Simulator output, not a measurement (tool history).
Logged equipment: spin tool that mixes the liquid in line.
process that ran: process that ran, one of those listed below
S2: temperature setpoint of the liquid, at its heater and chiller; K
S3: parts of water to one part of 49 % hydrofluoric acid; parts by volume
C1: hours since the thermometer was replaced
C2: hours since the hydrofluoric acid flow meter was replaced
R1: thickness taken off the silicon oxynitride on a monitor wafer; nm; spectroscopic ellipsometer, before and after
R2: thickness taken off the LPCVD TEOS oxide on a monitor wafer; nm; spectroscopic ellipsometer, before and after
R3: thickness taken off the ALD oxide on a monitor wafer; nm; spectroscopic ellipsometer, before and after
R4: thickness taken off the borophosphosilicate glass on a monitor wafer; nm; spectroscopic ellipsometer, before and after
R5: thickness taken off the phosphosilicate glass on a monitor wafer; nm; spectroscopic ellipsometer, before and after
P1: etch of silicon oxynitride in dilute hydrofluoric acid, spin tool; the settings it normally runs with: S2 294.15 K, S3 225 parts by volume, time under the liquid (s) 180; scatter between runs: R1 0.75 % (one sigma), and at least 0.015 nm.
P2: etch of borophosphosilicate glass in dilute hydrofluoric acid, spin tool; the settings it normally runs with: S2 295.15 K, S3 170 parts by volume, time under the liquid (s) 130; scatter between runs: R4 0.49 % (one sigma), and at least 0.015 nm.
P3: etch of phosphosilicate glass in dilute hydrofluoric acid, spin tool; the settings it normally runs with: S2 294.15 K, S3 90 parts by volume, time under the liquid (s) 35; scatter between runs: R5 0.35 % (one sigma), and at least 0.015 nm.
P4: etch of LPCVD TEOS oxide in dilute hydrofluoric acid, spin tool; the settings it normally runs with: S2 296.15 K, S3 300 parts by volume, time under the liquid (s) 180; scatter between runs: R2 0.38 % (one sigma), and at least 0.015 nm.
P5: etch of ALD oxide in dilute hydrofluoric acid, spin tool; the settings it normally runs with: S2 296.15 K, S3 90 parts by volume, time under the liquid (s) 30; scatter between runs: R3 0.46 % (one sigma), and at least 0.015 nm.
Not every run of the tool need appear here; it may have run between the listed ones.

Run 1, hour 8.8: process that ran P1, S2 294.15 K, S3 225 parts by volume, time under the liquid (s) 180; C1 145.5; C2 371.4. Result: R1 3.1281 nm.
Run 2, hour 16.1: process that ran P4, S2 296.15 K, S3 300 parts by volume, time under the liquid (s) 85; C1 152.8; C2 378.7. Result: R2 7.8129 nm.
Run 3, hour 29.8: process that ran P1, S2 294.15 K, S3 225 parts by volume, time under the liquid (s) 180; C1 166.5; C2 392.4. Result: R1 3.1161 nm.
Run 4, hour 42.2: process that ran P1, S2 294.15 K, S3 225 parts by volume, time under the liquid (s) 180; C1 178.9; C2 404.8. Result: R1 3.1237 nm.
Run 5, hour 53.9: process that ran P1, S2 294.15 K, S3 225 parts by volume, time under the liquid (s) 65; C1 190.6; C2 416.5. Result: R1 1.1453 nm.
Run 6, hour 64.4: process that ran P5, S2 290.65 K, S3 90 parts by volume, time under the liquid (s) 30; C1 201.1; C2 427. Result: R3 5.1861 nm.
Run 7, hour 76.1: process that ran P5, S2 296.15 K, S3 90 parts by volume, time under the liquid (s) 15; C1 212.8; C2 438.7. Result: R3 3.2498 nm.
Run 8, hour 83.5: process that ran P4, S2 296.15 K, S3 490 parts by volume, time under the liquid (s) 180; C1 220.2; C2 446.1. Result: R2 8.5823 nm.
Run 9, hour 91.8: process that ran P1, S2 290.15 K, S3 225 parts by volume, time under the liquid (s) 180; C1 228.5; C2 454.4. Result: R1 2.6367 nm.
Run 10, hour 98.8: process that ran P2, S2 295.15 K, S3 170 parts by volume, time under the liquid (s) 130; C1 235.5; C2 461.4. Result: R4 40.091 nm.
Run 11, hour 109.7: process that ran P3, S2 294.15 K, S3 90 parts by volume, time under the liquid (s) 35; C1 246.4; C2 472.3. Result: R5 30.242 nm.
Run 12, hour 116.9: process that ran P5, S2 296.15 K, S3 165 parts by volume, time under the liquid (s) 30; C1 253.6; C2 479.5. Result: R3 3.2436 nm.
Run 13, hour 130.7: process that ran P1, S2 294.15 K, S3 225 parts by volume, time under the liquid (s) 180; C1 267.4; C2 493.3. Result: R1 3.1608 nm.
Run 14, hour 143.6: process that ran P1, S2 300.15 K, S3 225 parts by volume, time under the liquid (s) 335; C1 280.3; C2 506.2. Result: R1 7.6432 nm.
Run 15, hour 155.7: process that ran P3, S2 294.15 K, S3 20 parts by volume, time under the liquid (s) 35; C1 292.4; C2 518.3. Result: R5 148 nm.
Run 16, hour 164: process that ran P1, S2 294.15 K, S3 225 parts by volume, time under the liquid (s) 180; C1 300.7; C2 526.6. Result: R1 3.1365 nm.
Run 17, hour 172.7: process that ran P1, S2 294.15 K, S3 50 parts by volume, time under the liquid (s) 180; C1 309.4; C2 535.3. Result: R1 16.109 nm.
Run 18, hour 187: process that ran P4, S2 296.15 K, S3 300 parts by volume, time under the liquid (s) 180; C1 323.7; C2 549.6. Result: R2 16.62 nm.
Run 19, hour 195.7: process that ran P1, S2 301.65 K, S3 225 parts by volume, time under the liquid (s) 180; C1 332.4; C2 558.3. Result: R1 4.3742 nm.
Run 20, hour 209.8: process that ran P3, S2 302.65 K, S3 90 parts by volume, time under the liquid (s) 35; C1 346.5; C2 572.4. Result: R5 42.614 nm.
Run 21, hour 222.6: process that ran P1, S2 294.15 K, S3 335 parts by volume, time under the liquid (s) 180; C1 359.3; C2 585.2. Result: R1 1.9813 nm.
Run 22, hour 236.1: process that ran P3, S2 294.15 K, S3 90 parts by volume, time under the liquid (s) 20; C1 372.8; C2 598.7. Result: R5 17.452 nm.
Run 23, hour 244.1: process that ran P2, S2 295.15 K, S3 170 parts by volume, time under the liquid (s) 260; C1 380.8; C2 606.7. Result: R4 79.978 nm.
Run 24, hour 258.6: process that ran P5, S2 296.15 K, S3 90 parts by volume, time under the liquid (s) 30; C1 395.3; C2 621.2. Result: R3 6.4807 nm.
Run 25, hour 266: process that ran P2, S2 290.15 K, S3 170 parts by volume, time under the liquid (s) 130; C1 402.7; C2 628.6. Result: R4 32.888 nm.
Run 26, hour 280.6: process that ran P2, S2 295.15 K, S3 280 parts by volume, time under the liquid (s) 130; C1 417.3; C2 643.2. Result: R4 21.776 nm.
Run 27, hour 293: process that ran P4, S2 301.65 K, S3 300 parts by volume, time under the liquid (s) 180; C1 429.7; C2 655.6. Result: R2 19.969 nm.
Run 28, hour 307.2: process that ran P1, S2 294.15 K, S3 225 parts by volume, time under the liquid (s) 320; C1 443.9; C2 669.8. Result: R1 5.6542 nm.
Run 29, hour 320.7: process that ran P1, S2 294.15 K, S3 225 parts by volume, time under the liquid (s) 180; C1 457.4; C2 683.3. Result: R1 3.1739 nm.
Run 30, hour 329.3: process that ran P1, S2 294.15 K, S3 225 parts by volume, time under the liquid (s) 180; C1 466; C2 691.9. Result: R1 3.0603 nm.
Run 31, hour 340.4: process that ran P1, S2 294.15 K, S3 225 parts by volume, time under the liquid (s) 180; C1 477.1; C2 703. Result: R1 2.9065 nm.
Run 32, hour 347.4: process that ran P1, S2 294.15 K, S3 225 parts by volume, time under the liquid (s) 180; C1 484.1; C2 710. Result: R1 2.9238 nm.
Run 33, hour 355.3: process that ran P1, S2 294.15 K, S3 225 parts by volume, time under the liquid (s) 180; C1 492; C2 717.9. Result: R1 2.8635 nm.
Run 34, hour 369.3: process that ran P1, S2 294.15 K, S3 225 parts by volume, time under the liquid (s) 180; C1 506; C2 731.9. Result: R1 2.8692 nm.
Run 35, hour 380.4: process that ran P1, S2 294.15 K, S3 225 parts by volume, time under the liquid (s) 180; C1 517.1; C2 743. Result: R1 2.8581 nm.

What P1 gives has crept away from where it was. These 2 causes fit the log equally well, each at the size given:
A: liquid colder than its thermometer reads (K) = 2.05
B: hydrofluoric acid flow below the setpoint (%) = 7.83
The onset of the drift is placed at about hour 320.7.

Question marks stand in for the results of the 4 check runs listed below, each run on one wafer. Under which run would the listed causes show clearly different results?
Run check 1, hour 391.5: process that ran P2, S2 290.15 K, S3 170 parts by volume, time under the liquid (s) 255. Result: R4 ?.
Run check 2, hour 391.5: process that ran P3, S2 302.15 K, S3 40 parts by volume, time under the liquid (s) 35. Result: R5 ?.
Run check 3, hour 391.5: process that ran P5, S2 291.15 K, S3 155 parts by volume, time under the liquid (s) 30. Result: R3 ?.
Run check 4, hour 391.5: process that ran P4, S2 296.15 K, S3 405 parts by volume, time under the liquid (s) 180. Result: R2 ?.

If the cause were each of the candidates in turn, the checks would give the following:
  check  result    if A    if B
check 1      R4  59.263  58.609
check 2      R5  92.902  92.509
check 3      R3  2.6411  2.6132
check 4      R2  10.473   10.04
How far apart the two closest causes lie, in the result that separates them most: check 1 1.11 %; check 2 0.42 %; check 3 1.06 %; check 4 4.22 %
Check 4 tells the causes apart: in the others they would give nearly the same result.

Check 4 was then run and gave: R2 10.052 nm. Which cause is it?

The correct cause is B, namely: hydrofluoric acid flow below the setpoint (%).
